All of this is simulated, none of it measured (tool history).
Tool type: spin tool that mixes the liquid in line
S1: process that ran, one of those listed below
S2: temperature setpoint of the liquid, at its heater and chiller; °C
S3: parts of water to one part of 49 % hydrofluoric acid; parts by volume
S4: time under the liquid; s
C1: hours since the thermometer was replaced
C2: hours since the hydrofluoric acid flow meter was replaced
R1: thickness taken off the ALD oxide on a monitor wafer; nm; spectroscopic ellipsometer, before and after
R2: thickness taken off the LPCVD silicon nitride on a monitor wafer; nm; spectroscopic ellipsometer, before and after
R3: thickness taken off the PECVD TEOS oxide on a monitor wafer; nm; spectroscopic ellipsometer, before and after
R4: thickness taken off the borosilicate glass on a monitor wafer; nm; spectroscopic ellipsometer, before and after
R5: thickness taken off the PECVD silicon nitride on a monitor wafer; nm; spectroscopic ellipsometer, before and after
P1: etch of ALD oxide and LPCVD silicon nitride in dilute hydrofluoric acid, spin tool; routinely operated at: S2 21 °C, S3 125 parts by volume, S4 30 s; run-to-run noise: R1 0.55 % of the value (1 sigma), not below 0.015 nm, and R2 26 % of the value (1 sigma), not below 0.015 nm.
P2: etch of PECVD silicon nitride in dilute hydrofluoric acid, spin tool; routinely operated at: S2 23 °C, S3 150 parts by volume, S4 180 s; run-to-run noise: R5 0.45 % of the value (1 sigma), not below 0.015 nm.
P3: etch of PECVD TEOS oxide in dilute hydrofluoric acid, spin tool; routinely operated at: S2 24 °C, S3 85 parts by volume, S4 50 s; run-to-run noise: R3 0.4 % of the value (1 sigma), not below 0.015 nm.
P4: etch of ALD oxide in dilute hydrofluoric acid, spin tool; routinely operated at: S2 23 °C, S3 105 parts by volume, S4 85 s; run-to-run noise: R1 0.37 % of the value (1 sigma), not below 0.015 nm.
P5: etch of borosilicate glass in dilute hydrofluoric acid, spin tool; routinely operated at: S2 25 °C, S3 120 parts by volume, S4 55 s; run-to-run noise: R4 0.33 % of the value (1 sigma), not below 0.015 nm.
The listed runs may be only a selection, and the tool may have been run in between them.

run   hour  S1    S2   S3   S4     C1      C2      R1        R2      R3      R4      R5
  1    9.6  P1    21  125   30    196  1452.1  6.7613   0.12574
  2   17.6  P1    21  125   30    204  1460.1  6.7419  0.083006
  3   26.9  P3    24   85   50  213.3  1469.4                    5.9726
  4     32  P3    24  145   50  218.4  1474.5                    3.2474
  5   39.7  P1    17  125   30  226.1  1482.2  5.7348  0.053901
  6   47.6  P5    30  120   55    234  1490.1                            17.702
  7   55.6  P1    21   80   30    242  1498.1  11.023   0.16986
  8   62.6  P1    21  125   15    249  1505.1  3.3864  0.079389
  9   72.3  P1    21  200   30  258.7  1514.8   3.884  0.061375
 10   77.8  P1    21  125   30  264.2  1520.3  6.7538   0.11177
 11     84  P2    23  150  180  270.4  1526.5                                    6.2922
 12   89.3  P2    17  150  180  275.7  1531.8                                    4.2643
 13   96.9  P1  27.5  125   30  283.3  1539.4  8.6483  0.089385
 14  107.8  P1    21  125   30  294.2  1550.3  6.7836  0.057797
 15  115.5  P5    25  120   55  301.9    1558                            14.648
 16  125.6  P4    23   65   85    312  1568.1  33.334
 17  133.1  P3    24   85   50  319.5  1575.6                    6.0112
 18  137.9  P1    21  125   30  324.3  1580.4  6.7135   0.12376
 19  144.6  P5    25  120   55    331  1587.1                            14.668
 20  153.9  P1    17   80   30  340.3  1596.4   9.374   0.08222
 21  160.1  P1    21  125   30  346.5  1602.6  6.6944  0.072846
 22  166.4  P1    21  125   55  352.8  1608.9  12.375   0.26377
 23  176.3  P4    23  105   85  362.7  1618.8  19.663
 24  184.9  P4    23  105   15  371.3  1627.4  3.4655
 25  192.7  P1    21  125   30  379.1  1635.2  6.7436   0.10657
 26  203.1  P3    24   85   15  389.5  1645.6                     1.779
 27  212.7  P4    17  105   85  399.1  1655.2  15.454
 28  217.7  P5    25   35   55  404.1  1660.2                            55.844
 29  225.3  P2    23  150  305  411.7  1667.8                                    10.759
 30    230  P2    23  255  180  416.4  1672.5                                    3.7574
 31  240.1  P3    17   85   50  426.5  1682.6                    4.5072
 32  250.2  P1  26.5  200   30  436.6  1692.7  4.7932  0.073949
 33  260.9  P5    25  120   15  447.3  1703.4                            3.9979
 34  267.6  P1    17  125   15    454  1710.1  2.8574  0.028453
 35  274.2  P1    21  125   30  460.6  1716.7  6.7904   0.10557
 36  279.4  P1    21  125   30  465.8  1721.9  6.5546   0.10542
 37  287.8  P1    21  125   30  474.2  1730.3  6.4234  0.039266
 38  296.5  P1    21  125   30  482.9    1739  6.3911  0.091636
 39  304.7  P1    21  125   30  491.1  1747.2  6.3227   0.11352
 40  309.8  P1    21  125   30  496.2  1752.3  6.2502   0.10826
 41  320.7  P1    21  125   30  507.1  1763.2  6.2974  0.045267
 42  328.2  P1    21  125   30  514.6  1770.7  6.2861   0.11118
 43  335.4  P1    21  125   30  521.8  1777.9  6.2268  0.058378

P1 has crept away from where it was. The log is fitted equally well by each of these 2 causes, at the sizes shown:
A: liquid colder than its thermometer reads (K) = 1.82
B: hydrofluoric acid flow below the setpoint (%) = 6.23
At approximately hour 274.2, the process output began to creep.

Of the 4 check runs listed below, each run on one wafer and each result written as a question mark, which would let you distinguish the listed causes because they would give clearly different results?
check 1  342.6  P3    24  140   15                   ?
check 2  342.6  P4  17.5  105   85           ?
check 3  342.6  P2    23  250  255                           ?
check 4  342.6  P5    29  120   25                       ?

What every check run would give for each of its results, assuming each possible cause in turn:
  check  result     if A     if B
check 1      R3  0.95487  0.95075
check 2      R1   14.553   14.629
check 3      R5    4.836   5.0929
check 4      R4   7.2215   7.1742
Minimum pairwise separation of causes per check, each pair taken at its best-separating result: check 1 0.43 %; check 2 0.52 %; check 3 5.18 %; check 4 0.66 %
Only in check 3 would the causes give clearly different results; in the remaining checks their results would be nearly the same.

Here is what check 3 returned: R5 4.8293 nm. Which cause is it?

Of the candidate causes, it is A: liquid colder than its thermometer reads (K).
